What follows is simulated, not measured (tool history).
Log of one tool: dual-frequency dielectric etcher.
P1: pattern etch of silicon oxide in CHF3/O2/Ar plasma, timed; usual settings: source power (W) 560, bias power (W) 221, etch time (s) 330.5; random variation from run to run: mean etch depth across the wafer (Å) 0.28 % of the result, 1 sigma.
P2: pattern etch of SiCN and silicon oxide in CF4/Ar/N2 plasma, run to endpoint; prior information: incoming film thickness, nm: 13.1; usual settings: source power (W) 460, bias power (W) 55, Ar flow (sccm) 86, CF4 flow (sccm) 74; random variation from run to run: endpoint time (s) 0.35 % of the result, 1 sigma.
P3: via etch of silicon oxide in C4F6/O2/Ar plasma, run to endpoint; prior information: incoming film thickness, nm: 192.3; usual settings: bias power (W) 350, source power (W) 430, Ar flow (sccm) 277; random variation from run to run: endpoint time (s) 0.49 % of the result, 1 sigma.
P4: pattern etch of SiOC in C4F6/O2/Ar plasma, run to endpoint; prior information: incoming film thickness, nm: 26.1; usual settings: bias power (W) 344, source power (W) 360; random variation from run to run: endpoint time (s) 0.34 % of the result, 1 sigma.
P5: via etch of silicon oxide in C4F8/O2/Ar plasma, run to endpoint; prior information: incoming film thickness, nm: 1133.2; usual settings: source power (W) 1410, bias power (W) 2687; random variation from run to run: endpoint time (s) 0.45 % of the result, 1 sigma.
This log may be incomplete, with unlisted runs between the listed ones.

run,day,process that ran,source power (W),bias power (W),etch time (s),Ar flow (sccm),CF4 flow (sccm),hours since the last wet clean,hours since the last source power generator calibration,hours since the last bias power generator calibration,mean etch depth across the wafer (Å),endpoint time (s)
1,0.371,P1,560,221,330.5,,,58.5,1251.9,2176.8,6931.1,
2,0.642,P5,1410,3789,,,,65,1258.4,2183.3,,221.78
3,0.967,P1,660,150,330.5,,,72.8,1266.2,2191.1,6501.6,
4,1.471,P3,430,350,,379,,84.9,1278.3,2203.2,,48.699
5,1.929,P1,660,221,483.5,,,95.9,1289.3,2214.2,10863,
6,2.438,P2,460,45,,86,74,108.1,1301.5,2226.4,,16.976
7,2.783,P3,430,443,,277,,116.4,1309.8,2234.7,,42.975
8,3.275,P1,760,221,330.5,,,128.2,1321.6,2246.5,7806.9,
9,3.625,P4,360,435,,,,136.6,1330,2254.9,,9.748
10,3.85,P4,360,344,,,,142,1335.4,2260.3,,10.655
11,4.125,P1,320,221,330.5,,,148.6,1342,2266.9,5629.6,
12,4.454,P4,290,344,,,,156.5,1349.9,2274.8,,11.541
13,4.771,P5,1410,2687,,,,164.1,1357.5,2282.4,,245.35
14,5.133,P2,460,55,,118,74,172.8,1366.2,2291.1,,16.758
15,5.496,P2,310,55,,86,74,181.5,1374.9,2299.8,,22.668
16,5.942,P1,560,221,330.5,,,192.2,1385.6,2310.5,6976.1,
17,6.288,P2,460,55,,86,47,200.5,1393.9,2318.8,,17.238
18,6.533,P1,560,221,330.5,,,206.4,1399.8,2324.7,6933.5,
19,6.971,P1,560,273,330.5,,,216.9,1410.3,2335.2,7487.6,
20,7.196,P5,1940,2687,,,,222.3,1415.7,2340.6,,218.45
21,7.679,P2,460,55,,86,74,233.9,1427.3,2352.2,,15.969
22,8.096,P1,560,221,445.5,,,243.9,1437.3,2362.2,9375.2,
23,8.538,P5,1410,2687,,,,254.5,1447.9,2372.8,,245.75
24,9.017,P1,720,151,330.5,,,266,1459.4,2384.3,6760.6,
25,9.354,P3,430,350,,277,,274.1,1467.5,2392.4,,47.183
26,9.762,P1,560,221,249,,,283.9,1477.3,2402.2,5245.2,
27,10.038,P1,560,131,330.5,,,290.5,1483.9,2408.8,5818.5,
28,10.342,P1,560,221,330.5,,,297.8,1491.2,2416.1,6895.6,
29,10.779,P3,430,350,,277,,308.3,1501.7,2426.6,,46.845
30,11.125,P3,600,350,,277,,316.6,1510,2434.9,,41.362
31,11.533,P2,460,55,,86,74,326.4,1519.8,2444.7,,15.937
32,11.762,P1,560,221,330.5,,,331.9,1525.3,2450.2,6921.7,
33,12.121,P1,560,221,330.5,,,340.5,1533.9,2458.8,6967.4,
34,12.554,P1,560,221,330.5,,,350.9,1544.3,2469.2,7057,
35,12.858,P1,560,221,330.5,,,358.2,1551.6,2476.5,7102.8,
# day 13.2: wet clean of the chamber
36,13.296,P1,560,221,330.5,,,2.4,1562.1,2487,7021.8,
37,13.742,P1,560,221,330.5,,,13.1,1572.8,2497.7,7068,
38,14.079,P1,560,221,330.5,,,21.2,1580.9,2505.8,7065.2,

What P1 gives has crept off from where it sat before. The 2 causes that follow fit the log equally well, each at the size noted:
A: source power that arrives over what is set, % = 4.29
B: bias power that arrives over what is set, % = 4.6
The creep began at about day 11.762.
Each remaining cause and why it is not a fit:
chamber walls in a state that raises the etch rate, %: was serviced at day 13.2, once the creep was under way, yet the earlier output never came back

Of the 4 check runs below, each run on 2 wafers with the results averaged and each result still a question mark, which one would tell the listed causes apart?
check 1,14.417,P5,1410,2687,,,,,,,,?
check 2,14.417,P2,460,55,,86,74,,,,,?
check 3,14.417,P4,360,344,,,,,,,,?
check 4,14.417,P3,430,350,,277,,,,,,?

Check results expected under each cause:
check,result,if A,if B
check 1,endpoint time (s),241.69,242.25
check 2,endpoint time (s),15.379,15.747
check 3,endpoint time (s),10.452,10.45
check 4,endpoint time (s),46.139,46.133
Separation of the two closest causes in each check, using whichever result separates them best: check 1 0.23 %; check 2 2.37 %; check 3 0.02 %; check 4 0.01 %
Check 2 distinguishes between the causes, while the remaining checks would return nearly the same result for all of them.

Check 2 was carried out, with these results: endpoint time (s) 15.427. Which of the listed causes is responsible?

It is A: source power that arrives over what is set, %.
